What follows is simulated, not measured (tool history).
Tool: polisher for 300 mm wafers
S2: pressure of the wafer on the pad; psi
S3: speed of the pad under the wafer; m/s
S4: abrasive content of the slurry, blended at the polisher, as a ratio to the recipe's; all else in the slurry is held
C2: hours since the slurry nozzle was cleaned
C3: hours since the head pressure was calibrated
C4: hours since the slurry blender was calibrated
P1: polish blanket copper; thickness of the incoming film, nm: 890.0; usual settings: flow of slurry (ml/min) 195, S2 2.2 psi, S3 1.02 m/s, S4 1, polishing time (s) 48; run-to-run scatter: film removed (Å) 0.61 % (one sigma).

run 1 hour=13.1 | flow_of_slurry_(ml/min)=195 S2=2.2 S3=1.02 S4=1 polishing_time_(s)=48 | wafers_polished_on_this_pad=505 C2=408.5 C3=426.8 C4=39.2 | film_removed_(Å)=895.7
run 2 hour=21.5 | flow_of_slurry_(ml/min)=195 S2=2.2 S3=1.02 S4=1 polishing_time_(s)=48 | wafers_polished_on_this_pad=629 C2=416.9 C3=435.2 C4=47.6 | film_removed_(Å)=884.54
run 3 hour=39.3 | flow_of_slurry_(ml/min)=195 S2=2.2 S3=1.02 S4=1 polishing_time_(s)=48 | wafers_polished_on_this_pad=890 C2=434.7 C3=453 C4=65.4 | film_removed_(Å)=891.25
run 4 hour=54.2 | flow_of_slurry_(ml/min)=305 S2=2.2 S3=1.02 S4=1 polishing_time_(s)=48 | wafers_polished_on_this_pad=1108 C2=449.6 C3=467.9 C4=80.3 | film_removed_(Å)=934.35
run 5 hour=70.1 | flow_of_slurry_(ml/min)=195 S2=2.2 S3=1.02 S4=1 polishing_time_(s)=25 | wafers_polished_on_this_pad=1342 C2=465.5 C3=483.8 C4=96.2 | film_removed_(Å)=466.15
run 6 hour=84.1 | flow_of_slurry_(ml/min)=115 S2=2.2 S3=1.02 S4=1 polishing_time_(s)=48 | wafers_polished_on_this_pad=1547 C2=479.5 C3=497.8 C4=110.2 | film_removed_(Å)=826.8
run 7 hour=100.7 | flow_of_slurry_(ml/min)=195 S2=2.2 S3=1.02 S4=1.3 polishing_time_(s)=48 | wafers_polished_on_this_pad=1790 C2=496.1 C3=514.4 C4=126.8 | film_removed_(Å)=939.49
run 8 hour=119.1 | flow_of_slurry_(ml/min)=195 S2=3.4 S3=1.02 S4=1 polishing_time_(s)=48 | wafers_polished_on_this_pad=2060 C2=514.5 C3=532.8 C4=145.2 | film_removed_(Å)=1402.5
run 9 hour=135.2 | flow_of_slurry_(ml/min)=195 S2=2.2 S3=1.02 S4=1 polishing_time_(s)=48 | wafers_polished_on_this_pad=2297 C2=530.6 C3=548.9 C4=161.3 | film_removed_(Å)=892.16
run 10 hour=152.9 | flow_of_slurry_(ml/min)=195 S2=1.3 S3=1.02 S4=1 polishing_time_(s)=48 | wafers_polished_on_this_pad=2556 C2=548.3 C3=566.6 C4=179 | film_removed_(Å)=527
run 11 hour=162 | flow_of_slurry_(ml/min)=195 S2=2.2 S3=1.02 S4=0.5 polishing_time_(s)=48 | wafers_polished_on_this_pad=2690 C2=557.4 C3=575.7 C4=188.1 | film_removed_(Å)=768.5
-- hour=167.1 worn pad replaced by a new one
run 12 hour=170.6 | flow_of_slurry_(ml/min)=195 S2=2.2 S3=1.02 S4=1 polishing_time_(s)=62 | wafers_polished_on_this_pad=51 C2=566 C3=584.3 C4=196.7 | film_removed_(Å)=1170.3
-- hour=184.7 head pressure recalibrated
run 13 hour=188 | flow_of_slurry_(ml/min)=195 S2=2.2 S3=1.02 S4=1 polishing_time_(s)=48 | wafers_polished_on_this_pad=306 C2=583.4 C3=3.3 C4=214.1 | film_removed_(Å)=894.98
run 14 hour=197.5 | flow_of_slurry_(ml/min)=115 S2=1.4 S3=1.02 S4=1 polishing_time_(s)=48 | wafers_polished_on_this_pad=446 C2=592.9 C3=12.8 C4=223.6 | film_removed_(Å)=522.48
run 15 hour=215.7 | flow_of_slurry_(ml/min)=195 S2=2.2 S3=1.02 S4=1 polishing_time_(s)=48 | wafers_polished_on_this_pad=713 C2=611.1 C3=31 C4=241.8 | film_removed_(Å)=888.86
run 16 hour=229.2 | flow_of_slurry_(ml/min)=195 S2=2.2 S3=0.46 S4=1 polishing_time_(s)=48 | wafers_polished_on_this_pad=911 C2=624.6 C3=44.5 C4=255.3 | film_removed_(Å)=401.4
run 17 hour=243.1 | flow_of_slurry_(ml/min)=195 S2=2.2 S3=1.62 S4=1 polishing_time_(s)=48 | wafers_polished_on_this_pad=1115 C2=638.5 C3=58.4 C4=269.2 | film_removed_(Å)=1419.6
run 18 hour=260.9 | flow_of_slurry_(ml/min)=195 S2=2.2 S3=1.02 S4=1 polishing_time_(s)=48 | wafers_polished_on_this_pad=1376 C2=656.3 C3=76.2 C4=287 | film_removed_(Å)=890.66
run 19 hour=278.6 | flow_of_slurry_(ml/min)=195 S2=2.2 S3=1.02 S4=1 polishing_time_(s)=48 | wafers_polished_on_this_pad=1635 C2=674 C3=93.9 C4=304.7 | film_removed_(Å)=850.53
run 20 hour=294.6 | flow_of_slurry_(ml/min)=195 S2=2.2 S3=1.02 S4=1 polishing_time_(s)=48 | wafers_polished_on_this_pad=1870 C2=690 C3=109.9 C4=320.7 | film_removed_(Å)=834.73
run 21 hour=306.9 | flow_of_slurry_(ml/min)=195 S2=2.2 S3=1.02 S4=1 polishing_time_(s)=48 | wafers_polished_on_this_pad=2050 C2=702.3 C3=122.2 C4=333 | film_removed_(Å)=821.04
-- hour=308.2 worn pad replaced by a new one
-- hour=323.6 head pressure recalibrated
run 22 hour=323.8 | flow_of_slurry_(ml/min)=195 S2=2.2 S3=1.02 S4=1 polishing_time_(s)=48 | wafers_polished_on_this_pad=229 C2=719.2 C3=0.2 C4=349.9 | film_removed_(Å)=820.19
run 23 hour=335.5 | flow_of_slurry_(ml/min)=195 S2=2.2 S3=1.02 S4=1 polishing_time_(s)=48 | wafers_polished_on_this_pad=401 C2=730.9 C3=11.9 C4=361.6 | film_removed_(Å)=822.75
run 24 hour=351.2 | flow_of_slurry_(ml/min)=195 S2=2.2 S3=1.02 S4=1 polishing_time_(s)=48 | wafers_polished_on_this_pad=631 C2=746.6 C3=27.6 C4=377.3 | film_removed_(Å)=817.54

What P1 gives has crept away from where it was. These 2 causes fit the log equally well, each at the size given:
A: slurry flow missing at the pad, % = 39.6
B: abrasive missing from the slurry, % = 34.1
The creep began at about hour 260.9.
Why every other cause is out:
removal rate lost through wear of the pad, %: serviced at hour 308.2, which brought nothing back
head's pressure below its setpoint, %: serviced at hour 323.6, which brought nothing back

4 check runs are offered, each on 5 wafers whose results are averaged, their results left as question marks. Which one tells the causes apart?
run check 1 hour=366.9 | flow_of_slurry_(ml/min)=195 S2=2.2 S3=0.76 S4=1 polishing_time_(s)=48 | film_removed_(Å)=?
run check 2 hour=366.9 | flow_of_slurry_(ml/min)=195 S2=3.3 S3=1.02 S4=0.65 polishing_time_(s)=48 | film_removed_(Å)=?
run check 3 hour=366.9 | flow_of_slurry_(ml/min)=195 S2=3.4 S3=1.02 S4=1 polishing_time_(s)=30 | film_removed_(Å)=?
run check 4 hour=366.9 | flow_of_slurry_(ml/min)=270 S2=2.2 S3=1.02 S4=1 polishing_time_(s)=32 | film_removed_(Å)=?

What each check would give under each cause:
check=check_1 result=film_removed_(Å) if_A=609.56 if_B=609.61
check=check_2 result=film_removed_(Å) if_A=1121.6 if_B=1127
check=check_3 result=film_removed_(Å) if_A=790.21 if_B=790.27
check=check_4 result=film_removed_(Å) if_A=579.58 if_B=566.56
How far apart the two closest causes lie, in the result that separates them most: check 1 0.01 %; check 2 0.48 %; check 3 0.01 %; check 4 2.27 %
Only check 4 tells the causes apart: in the others they would give nearly the same result.

Check 4 was then run and gave: film removed (Å) 569.64. Which cause is it?

It is B: abrasive missing from the slurry, %.
